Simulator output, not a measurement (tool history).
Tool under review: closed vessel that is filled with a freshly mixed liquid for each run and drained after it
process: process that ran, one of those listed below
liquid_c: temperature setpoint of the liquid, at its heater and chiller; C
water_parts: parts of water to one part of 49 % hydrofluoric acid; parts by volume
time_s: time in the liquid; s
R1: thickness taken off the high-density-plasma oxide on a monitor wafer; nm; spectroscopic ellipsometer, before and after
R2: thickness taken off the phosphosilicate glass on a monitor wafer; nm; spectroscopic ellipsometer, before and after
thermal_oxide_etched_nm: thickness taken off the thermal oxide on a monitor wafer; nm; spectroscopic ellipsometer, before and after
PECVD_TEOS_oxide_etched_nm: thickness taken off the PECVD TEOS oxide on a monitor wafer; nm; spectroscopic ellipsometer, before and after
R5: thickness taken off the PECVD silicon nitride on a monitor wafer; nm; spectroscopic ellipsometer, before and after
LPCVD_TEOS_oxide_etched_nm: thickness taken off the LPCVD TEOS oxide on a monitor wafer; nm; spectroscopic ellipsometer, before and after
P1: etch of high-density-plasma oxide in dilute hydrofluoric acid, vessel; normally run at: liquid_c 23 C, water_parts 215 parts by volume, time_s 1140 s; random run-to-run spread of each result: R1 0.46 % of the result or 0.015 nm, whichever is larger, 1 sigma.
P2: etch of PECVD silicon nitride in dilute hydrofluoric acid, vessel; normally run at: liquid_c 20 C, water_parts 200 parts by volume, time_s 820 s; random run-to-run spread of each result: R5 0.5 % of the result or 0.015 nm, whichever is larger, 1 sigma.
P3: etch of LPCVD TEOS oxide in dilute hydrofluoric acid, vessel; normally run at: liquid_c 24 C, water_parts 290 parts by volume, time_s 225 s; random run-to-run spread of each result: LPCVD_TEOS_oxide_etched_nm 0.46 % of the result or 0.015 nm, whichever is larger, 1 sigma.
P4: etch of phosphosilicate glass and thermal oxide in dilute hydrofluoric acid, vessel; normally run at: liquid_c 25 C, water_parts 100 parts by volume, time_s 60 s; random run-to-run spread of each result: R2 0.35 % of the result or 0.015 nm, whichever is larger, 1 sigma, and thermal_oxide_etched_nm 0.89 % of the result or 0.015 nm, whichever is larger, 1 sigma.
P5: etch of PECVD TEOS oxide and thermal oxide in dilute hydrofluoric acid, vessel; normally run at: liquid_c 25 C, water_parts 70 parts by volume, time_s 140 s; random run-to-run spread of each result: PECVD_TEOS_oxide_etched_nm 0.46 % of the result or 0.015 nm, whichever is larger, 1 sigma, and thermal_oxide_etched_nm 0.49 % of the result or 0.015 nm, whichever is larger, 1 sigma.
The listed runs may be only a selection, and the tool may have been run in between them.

Run 1, day 0.092: process P1, liquid_c 23 C, water_parts 215 parts by volume, time_s 1140 s. Result: R1 21.993 nm.
Run 2, day 0.221: process P4, liquid_c 20.5 C, water_parts 100 parts by volume, time_s 60 s. Result: R2 55.114 nm, thermal_oxide_etched_nm 2.3765 nm.
Run 3, day 0.371: process P1, liquid_c 23 C, water_parts 215 parts by volume, time_s 85 s. Result: R1 1.6127 nm.
Run 4, day 0.571: process P5, liquid_c 25 C, water_parts 70 parts by volume, time_s 55 s. Result: thermal_oxide_etched_nm 4.0522 nm, PECVD_TEOS_oxide_etched_nm 13.915 nm.
Run 5, day 0.729: process P4, liquid_c 25 C, water_parts 100 parts by volume, time_s 60 s. Result: R2 66.348 nm, thermal_oxide_etched_nm 2.8402 nm.
Run 6, day 0.883: process P5, liquid_c 25 C, water_parts 100 parts by volume, time_s 140 s. Result: thermal_oxide_etched_nm 6.9468 nm, PECVD_TEOS_oxide_etched_nm 24.108 nm.
Run 7, day 1.075: process P1, liquid_c 23 C, water_parts 215 parts by volume, time_s 1140 s. Result: R1 21.877 nm.
Run 8, day 1.275: process P5, liquid_c 32.5 C, water_parts 70 parts by volume, time_s 140 s. Result: thermal_oxide_etched_nm 13.86 nm, PECVD_TEOS_oxide_etched_nm 47.315 nm.
At day 1.35: hydrofluoric acid flow meter replaced.
Run 9, day 1.375: process P1, liquid_c 23 C, water_parts 215 parts by volume, time_s 1780 s. Result: R1 34.354 nm.
Run 10, day 1.508: process P2, liquid_c 20 C, water_parts 50 parts by volume, time_s 820 s. Result: R5 43.707 nm.
Run 11, day 1.65: process P2, liquid_c 17 C, water_parts 200 parts by volume, time_s 820 s. Result: R5 9.3311 nm.
Run 12, day 1.788: process P1, liquid_c 23 C, water_parts 215 parts by volume, time_s 1140 s. Result: R1 21.91 nm.
Run 13, day 1.896: process P2, liquid_c 20 C, water_parts 200 parts by volume, time_s 1515 s. Result: R5 20.948 nm.
Run 14, day 2.104: process P3, liquid_c 24 C, water_parts 290 parts by volume, time_s 65 s. Result: LPCVD_TEOS_oxide_etched_nm 10.22 nm.
Run 15, day 2.2: process P4, liquid_c 25 C, water_parts 150 parts by volume, time_s 60 s. Result: R2 41.543 nm, thermal_oxide_etched_nm 1.8066 nm.
Run 16, day 2.338: process P1, liquid_c 23 C, water_parts 215 parts by volume, time_s 1140 s. Result: R1 22.083 nm.
Run 17, day 2.45: process P4, liquid_c 25 C, water_parts 100 parts by volume, time_s 115 s. Result: R2 126.68 nm, thermal_oxide_etched_nm 5.5178 nm.
Run 18, day 2.617: process P3, liquid_c 24 C, water_parts 290 parts by volume, time_s 225 s. Result: LPCVD_TEOS_oxide_etched_nm 35.392 nm.
Run 19, day 2.746: process P3, liquid_c 24 C, water_parts 115 parts by volume, time_s 225 s. Result: LPCVD_TEOS_oxide_etched_nm 107.29 nm.
Run 20, day 2.942: process P2, liquid_c 20 C, water_parts 200 parts by volume, time_s 820 s. Result: R5 11.368 nm.
Run 21, day 3.104: process P1, liquid_c 23 C, water_parts 215 parts by volume, time_s 1140 s. Result: R1 21.992 nm.
Run 22, day 3.2: process P1, liquid_c 23 C, water_parts 370 parts by volume, time_s 1140 s. Result: R1 10.91 nm.
Run 23, day 3.338: process P1, liquid_c 23 C, water_parts 110 parts by volume, time_s 2215 s. Result: R1 93.77 nm.
Run 24, day 3.442: process P5, liquid_c 25 C, water_parts 70 parts by volume, time_s 140 s. Result: thermal_oxide_etched_nm 10.44 nm, PECVD_TEOS_oxide_etched_nm 35.851 nm.

What will run 25 give?
Run 25, day 3.558: process P1, liquid_c 23 C, water_parts 215 parts by volume, time_s 1140 s. Result: R1 ?.

R1: 21.927 nm

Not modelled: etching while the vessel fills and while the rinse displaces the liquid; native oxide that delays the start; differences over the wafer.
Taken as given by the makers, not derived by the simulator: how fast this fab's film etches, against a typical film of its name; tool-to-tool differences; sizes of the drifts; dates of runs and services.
